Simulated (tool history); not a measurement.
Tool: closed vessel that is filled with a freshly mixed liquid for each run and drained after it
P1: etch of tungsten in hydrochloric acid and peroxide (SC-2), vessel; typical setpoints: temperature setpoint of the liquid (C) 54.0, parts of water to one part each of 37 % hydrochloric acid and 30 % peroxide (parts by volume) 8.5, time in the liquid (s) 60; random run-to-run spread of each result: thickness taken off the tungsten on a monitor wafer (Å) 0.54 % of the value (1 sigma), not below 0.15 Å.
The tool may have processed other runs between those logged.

run   hour  temperature setpoint of the liquid (C)  parts of water to one part each of 37 % hydrochloric acid and 30 % peroxide (parts by volume)  time in the liquid (s)  thickness taken off the tungsten on a monitor wafer (Å)
  1    7.6                                    54.0                                                                                            8.5                      60                                                  161.760
  2   15.0                                    54.0                                                                                            5.5                      35                                                  134.150
  3   19.9                                    64.0                                                                                            8.5                      30                                                  153.640
  4   24.9                                    54.0                                                                                            8.5                     110                                                  299.800
  5   32.5                                    54.0                                                                                            4.0                      60                                                  287.180
  6   39.9                                    37.5                                                                                            8.5                      60                                                   53.431
  7   44.3                                    54.0                                                                                            8.5                      60                                                  163.690
  8   49.6                                    54.0                                                                                            8.5                      30                                                   81.850
      49.9  -- new drum of peroxide connected
  9   55.7                                    54.0                                                                                            8.5                      60                                                  163.210
 10   60.1                                    54.0                                                                                           14.0                      60                                                  107.840
 11   63.7                                    67.5                                                                                            8.5                      30                                                  189.740
 12   69.0                                    54.0                                                                                            8.5                      60                                                  163.340
      74.6  -- chemicals flow meter replaced
 13   75.9                                    68.5                                                                                            8.5                      60                                                  402.590
 14   79.5                                    54.0                                                                                            8.5                      60                                                  162.710
 15   83.8                                    54.0                                                                                            8.5                      60                                                  164.790
 16   89.8                                    54.0                                                                                            8.5                      60                                                  165.700
 17   97.0                                    54.0                                                                                            8.5                      60                                                  158.120
 18  103.6                                    54.0                                                                                            8.5                      60                                                  155.170
 19  108.8                                    54.0                                                                                            8.5                      60                                                  154.040
 20  113.0                                    54.0                                                                                            8.5                      60                                                  154.080
 21  120.3                                    54.0                                                                                            8.5                      60                                                  151.520
     124.0  -- new drum of peroxide connected
 22  126.5                                    54.0                                                                                            8.5                      60                                                  150.980
 23  133.4                                    54.0                                                                                            8.5                      60                                                  151.730
 24  137.4                                    54.0                                                                                            8.5                      60                                                  151.680

What P1 gives has crept off from where it sat before. The 2 causes that follow fit the log equally well, each at the size noted:
A: liquid colder than its thermometer reads (K) = 1.26
B: chemicals flow below the setpoint (%) = 9.52
At approximately hour 89.8, the process output began to creep.
The rest of the possible causes, and what rules out each one:
peroxide weaker than its label (%): was serviced at hour 124.0, once the creep was under way, yet the earlier output never came back

Which of the check runs below tells the causes apart, meaning the causes would give it clearly different results? Each run uses 5 wafers whose results are averaged, and each result is shown as a question mark.
check 1  141.4                                    65.5                                                                                            8.5                      60                                                        ?
check 2  141.4                                    38.5                                                                                           13.0                      60                                                        ?
check 3  141.4                                    66.0                                                                                            8.5                      60                                                        ?
check 4  141.4                                    41.5                                                                                            4.0                      60                                                        ?

Predicted outcomes, by check and by cause:
  check                                                   result     if A     if B
check 1  thickness taken off the tungsten on a monitor wafer (Å)  312.560  311.030
check 2  thickness taken off the tungsten on a monitor wafer (Å)   36.342   36.466
check 3  thickness taken off the tungsten on a monitor wafer (Å)  322.250  320.600
check 4  thickness taken off the tungsten on a monitor wafer (Å)  112.620  115.030
How far apart the two closest causes lie, in the result that separates them most: check 1 0.49 %; check 2 0.34 %; check 3 0.52 %; check 4 2.12 %
Check 4 tells the causes apart: in the others they would give nearly the same result.

Check 4 was carried out, with these results: thickness taken off the tungsten on a monitor wafer (Å) 115.070. Which of the listed causes is responsible?

The correct cause is B, namely: chemicals flow below the setpoint (%).
